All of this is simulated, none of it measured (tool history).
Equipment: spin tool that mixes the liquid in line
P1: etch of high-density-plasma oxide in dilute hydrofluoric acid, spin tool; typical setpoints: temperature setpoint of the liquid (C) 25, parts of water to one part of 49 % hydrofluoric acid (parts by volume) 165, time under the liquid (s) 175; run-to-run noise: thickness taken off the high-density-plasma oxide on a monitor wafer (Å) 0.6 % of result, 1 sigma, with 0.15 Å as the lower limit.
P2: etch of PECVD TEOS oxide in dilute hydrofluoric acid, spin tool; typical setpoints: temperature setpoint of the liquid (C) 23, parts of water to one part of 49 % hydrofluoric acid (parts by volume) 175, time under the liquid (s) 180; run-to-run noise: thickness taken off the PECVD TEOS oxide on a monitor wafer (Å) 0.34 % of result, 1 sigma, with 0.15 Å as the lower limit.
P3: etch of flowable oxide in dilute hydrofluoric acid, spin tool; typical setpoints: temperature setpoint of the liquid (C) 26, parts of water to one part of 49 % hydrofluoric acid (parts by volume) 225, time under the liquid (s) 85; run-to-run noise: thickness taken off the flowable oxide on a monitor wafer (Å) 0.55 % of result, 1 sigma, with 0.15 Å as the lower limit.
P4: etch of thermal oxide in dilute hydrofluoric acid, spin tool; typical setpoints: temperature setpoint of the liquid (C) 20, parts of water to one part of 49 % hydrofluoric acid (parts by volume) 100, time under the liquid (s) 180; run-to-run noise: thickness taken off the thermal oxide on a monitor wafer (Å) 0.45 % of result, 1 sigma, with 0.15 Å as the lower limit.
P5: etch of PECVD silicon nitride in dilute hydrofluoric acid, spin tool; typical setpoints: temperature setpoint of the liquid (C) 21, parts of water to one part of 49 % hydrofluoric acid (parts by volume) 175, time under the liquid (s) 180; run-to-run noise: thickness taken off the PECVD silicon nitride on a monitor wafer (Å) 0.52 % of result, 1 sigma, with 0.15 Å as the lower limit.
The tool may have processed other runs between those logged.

| run | hour | process that ran | temperature setpoint of the liquid (C) | parts of water to one part of 49 % hydrofluoric acid (parts by volume) | time under the liquid (s) | hours since the thermometer was replaced | hours since the hydrofluoric acid flow meter was replaced | thickness taken off the high-density-plasma oxide on a monitor wafer (Å) | thickness taken off the PECVD TEOS oxide on a monitor wafer (Å) | thickness taken off the flowable oxide on a monitor wafer (Å) | thickness taken off the thermal oxide on a monitor wafer (Å) | thickness taken off the PECVD silicon nitride on a monitor wafer (Å) |
|---|---|---|---|---|---|---|---|---|---|---|---|---|
| 1 | 10.3 | P1 | 25 | 165 | 175 | 1717.7 | 549.3 | 53.185 |  |  |  |  |
| 2 | 19 | P1 | 29 | 165 | 175 | 1726.4 | 558 | 60.99 |  |  |  |  |
| 3 | 27.8 | P2 | 23 | 175 | 180 | 1735.2 | 566.8 |  | 234.69 |  |  |  |
| 4 | 35.9 | P1 | 25 | 165 | 175 | 1743.3 | 574.9 | 53.006 |  |  |  |  |
| 5 | 49 | P3 | 26 | 225 | 85 | 1756.4 | 588 |  |  | 170.61 |  |  |
| 6 | 60 | P3 | 26 | 225 | 85 | 1767.4 | 599 |  |  | 170.26 |  |  |
| 7 | 74.3 | P4 | 20 | 100 | 180 | 1781.7 | 613.3 |  |  |  | 75.608 |  |
| 8 | 88.6 | P1 | 19 | 165 | 310 | 1796 | 627.6 | 75.619 |  |  |  |  |
| 9 | 101.2 | P1 | 25 | 165 | 175 | 1808.6 | 640.2 | 53.156 |  |  |  |  |
| 10 | 109.7 | P1 | 25 | 165 | 20 | 1817.1 | 648.7 | 6.1415 |  |  |  |  |
| 11 | 124.6 | P5 | 21 | 175 | 180 | 1832 | 663.6 |  |  |  |  | 47.238 |
| 12 | 132.2 | P2 | 23 | 240 | 180 | 1839.6 | 671.2 |  | 161.13 |  |  |  |
| 13 | 139.8 | P1 | 25 | 165 | 175 | 1847.2 | 678.8 | 52.737 |  |  |  |  |
| 14 | 152 | P2 | 23 | 175 | 15 | 1859.4 | 691 |  | 19.575 |  |  |  |
| 15 | 161.1 | P4 | 20 | 100 | 180 | 1868.5 | 700.1 |  |  |  | 75.402 |  |
| 16 | 174.9 | P1 | 25 | 165 | 285 | 1882.3 | 713.9 | 87.301 |  |  |  |  |
| 17 | 187.9 | P5 | 21 | 175 | 270 | 1895.3 | 726.9 |  |  |  |  | 71.63 |
| 18 | 201.1 | P4 | 20 | 100 | 15 | 1908.5 | 740.1 |  |  |  | 6.3529 |  |
| 19 | 212.4 | P4 | 20 | 175 | 180 | 1919.8 | 751.4 |  |  |  | 39.759 |  |
| 20 | 221.7 | P5 | 17 | 175 | 180 | 1929.1 | 760.7 |  |  |  |  | 36.406 |
| 21 | 230.8 | P1 | 25 | 85 | 175 | 1938.2 | 769.8 | 113.21 |  |  |  |  |
| 22 | 237.8 | P1 | 25 | 290 | 175 | 1945.2 | 776.8 | 25.852 |  |  |  |  |
| 23 | 251.6 | P1 | 32 | 165 | 265 | 1959 | 790.6 | 104.01 |  |  |  |  |
| 24 | 261.7 | P4 | 17 | 100 | 180 | 1969.1 | 800.7 |  |  |  | 66.595 |  |
| 25 | 271 | P1 | 25 | 165 | 175 | 1978.4 | 810 | 52.885 |  |  |  |  |
| 26 | 284.7 | P3 | 26 | 225 | 120 | 1992.1 | 823.7 |  |  | 242.8 |  |  |
| 27 | 297.8 | P1 | 25 | 165 | 175 | 2005.2 | 836.8 | 53.22 |  |  |  |  |
| 28 | 309.3 | P1 | 20 | 165 | 175 | 2016.7 | 848.3 | 44.103 |  |  |  |  |
| 29 | 321.5 | P2 | 27.5 | 175 | 180 | 2028.9 | 860.5 |  | 279.63 |  |  |  |
| 30 | 335.1 | P3 | 26 | 305 | 85 | 2042.5 | 874.1 |  |  | 115.45 |  |  |
| 31 | 345.5 | P5 | 21 | 175 | 180 | 2052.9 | 884.5 |  |  |  |  | 47.363 |
| 32 | 359.2 | P5 | 21 | 280 | 180 | 2066.6 | 898.2 |  |  |  |  | 29.801 |
| 33 | 366.6 | P3 | 21 | 225 | 85 | 2074 | 905.6 |  |  | 142.24 |  |  |
| 34 | 381.4 | P1 | 25 | 165 | 175 | 2088.8 | 920.4 | 53.556 |  |  |  |  |
| 35 | 388.1 | P1 | 25 | 165 | 175 | 2095.5 | 927.1 | 52.393 |  |  |  |  |
| 36 | 402.7 | P1 | 25 | 165 | 175 | 2110.1 | 941.7 | 51.201 |  |  |  |  |
| 37 | 414.7 | P1 | 25 | 165 | 175 | 2122.1 | 953.7 | 50.359 |  |  |  |  |
| 38 | 425 | P1 | 25 | 165 | 175 | 2132.4 | 964 | 50.47 |  |  |  |  |
| 39 | 439.1 | P1 | 25 | 165 | 175 | 2146.5 | 978.1 | 49.449 |  |  |  |  |
| 40 | 446.4 | P1 | 25 | 165 | 175 | 2153.8 | 985.4 | 49.669 |  |  |  |  |
| 41 | 456.4 | P1 | 25 | 165 | 175 | 2163.8 | 995.4 | 49.931 |  |  |  |  |
| 42 | 470.6 | P1 | 25 | 165 | 175 | 2178 | 1009.6 | 49.94 |  |  |  |  |
| 43 | 483.2 | P1 | 25 | 165 | 175 | 2190.6 | 1022.2 | 50.086 |  |  |  |  |

What P1 gives has crept away from where it was. These 2 causes fit the log equally well, each at the size given:
A: liquid colder than its thermometer reads (K) = 1.82
B: hydrofluoric acid flow below the setpoint (%) = 5.6
At approximately hour 381.4, the process output began to creep.

Which of the 4 check runs listed below separates the causes, so that each cause would produce a clearly different result? Each run uses one wafer, and its results are marked with question marks.
| check 1 | 495.8 | P5 | 21 | 175 | 180 |  |  |  |  |  |  | ? |
| check 2 | 495.8 | P3 | 26 | 225 | 85 |  |  |  |  | ? |  |  |
| check 3 | 495.8 | P4 | 20 | 100 | 180 |  |  |  |  |  | ? |  |
| check 4 | 495.8 | P2 | 23 | 175 | 180 |  |  |  | ? |  |  |  |

How each check would come out, cause by cause:
| check | result | if A | if B |
|---|---|---|---|
| check 1 | thickness taken off the PECVD silicon nitride on a monitor wafer (Å) | 41.996 | 44.776 |
| check 2 | thickness taken off the flowable oxide on a monitor wafer (Å) | 159.91 | 158.83 |
| check 3 | thickness taken off the thermal oxide on a monitor wafer (Å) | 70.25 | 71.039 |
| check 4 | thickness taken off the PECVD TEOS oxide on a monitor wafer (Å) | 220.17 | 220.39 |
Per-check spread between the two closest causes, in the result where they differ most: check 1 6.41 %; check 2 0.68 %; check 3 1.12 %; check 4 0.1 %
The causes can be told apart only by check 1. The other checks would give nearly the same results under each of them.

After running check 1, the following was obtained: thickness taken off the PECVD silicon nitride on a monitor wafer (Å) 44.835. Which cause does this point to?

It is B: hydrofluoric acid flow below the setpoint (%).
